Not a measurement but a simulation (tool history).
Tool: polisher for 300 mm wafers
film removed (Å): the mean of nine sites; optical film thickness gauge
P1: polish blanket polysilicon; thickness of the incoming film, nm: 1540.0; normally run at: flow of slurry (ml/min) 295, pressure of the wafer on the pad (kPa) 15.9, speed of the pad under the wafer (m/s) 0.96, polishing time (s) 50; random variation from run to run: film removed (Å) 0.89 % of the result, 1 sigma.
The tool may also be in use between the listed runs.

| run | hour | flow of slurry (ml/min) | pressure of the wafer on the pad (kPa) | speed of the pad under the wafer (m/s) | polishing time (s) | film removed (Å) |
|---|---|---|---|---|---|---|
| 1 | 8.4 | 295 | 15.9 | 0.96 | 50 | 3518.7 |
| 2 | 19.7 | 460 | 8.3 | 0.96 | 50 | 1912 |
| 3 | 26.3 | 295 | 15.9 | 1.46 | 50 | 5370.2 |
| 4 | 32.4 | 295 | 15.9 | 0.66 | 50 | 2440.6 |
| 5 | 43.7 | 295 | 15.9 | 0.96 | 50 | 3489.5 |
| 6 | 51.6 | 400 | 15.9 | 0.96 | 70 | 5100.5 |
| 7 | 61.5 | 295 | 15.9 | 0.96 | 50 | 3537.6 |
| 8 | 68.9 | 295 | 15.9 | 0.96 | 27 | 1892 |
| 9 | 77.2 | 295 | 9 | 0.96 | 50 | 1998.1 |
| 10 | 87.6 | 295 | 15.9 | 0.96 | 76 | 5395.4 |
| 11 | 95.1 | 295 | 23.4 | 0.96 | 50 | 5225.9 |
| 12 | 105.4 | 465 | 15.9 | 0.96 | 50 | 3630 |
| 13 | 110.4 | 175 | 15.9 | 0.96 | 50 | 3281.5 |
| 14 | 119.4 | 295 | 15.9 | 0.96 | 50 | 3514.9 |
| 15 | 125 | 295 | 15.9 | 1.36 | 38 | 3791.4 |
| 16 | 136.2 | 295 | 15.9 | 0.96 | 50 | 3459.2 |
| 17 | 147.3 | 295 | 15.9 | 0.96 | 50 | 3501.6 |
| 18 | 154.4 | 295 | 15.9 | 0.96 | 50 | 3407.3 |
| 19 | 165.1 | 295 | 15.9 | 0.96 | 50 | 3380.2 |
| 20 | 171.7 | 295 | 15.9 | 0.96 | 50 | 3346.5 |
| 21 | 183.2 | 295 | 15.9 | 0.96 | 50 | 3331.8 |
| 22 | 193.4 | 295 | 15.9 | 0.96 | 50 | 3341.1 |
|  | 195.6 | worn pad replaced by a new one |
| 23 | 204 | 295 | 15.9 | 0.96 | 50 | 3414.1 |
| 24 | 211.7 | 295 | 15.9 | 0.96 | 50 | 3392.3 |
| 25 | 218.5 | 295 | 15.9 | 0.96 | 50 | 3337 |

What P1 gives has crept away from where it was. These 2 causes fit the log equally well, each at the size given:
A: head's pressure below its setpoint, % = 5.24
B: slurry flow missing at the pad, % = 37.2
The creep began at about hour 136.2.
Why every other cause is out:
removal rate lost through wear of the pad, %: serviced at hour 195.6, which brought nothing back

4 check runs are offered, each on 5 wafers whose results are averaged, their results left as question marks. Which one tells the causes apart?
| check 1 | 225.3 | 295 | 15.9 | 0.68 | 50 | ? |
| check 2 | 225.3 | 175 | 15.9 | 0.96 | 50 | ? |
| check 3 | 225.3 | 295 | 15.9 | 0.7 | 71 | ? |
| check 4 | 225.3 | 295 | 15.9 | 1.2 | 50 | ? |

What each check would give under each cause:
| check | result | if A | if B |
|---|---|---|---|
| check 1 | film removed (Å) | 2359.6 | 2359.5 |
| check 2 | film removed (Å) | 3130.1 | 3026 |
| check 3 | film removed (Å) | 3449.1 | 3449 |
| check 4 | film removed (Å) | 4164 | 4163.8 |
How far apart the two closest causes lie, in the result that separates them most: check 1 0 %; check 2 3.38 %; check 3 0 %; check 4 0 %
Only check 2 tells the causes apart: in the others they would give nearly the same result.

Check 2 was then run and gave: film removed (Å) 3138.4. Which cause is it?

It is A: head's pressure below its setpoint, %.

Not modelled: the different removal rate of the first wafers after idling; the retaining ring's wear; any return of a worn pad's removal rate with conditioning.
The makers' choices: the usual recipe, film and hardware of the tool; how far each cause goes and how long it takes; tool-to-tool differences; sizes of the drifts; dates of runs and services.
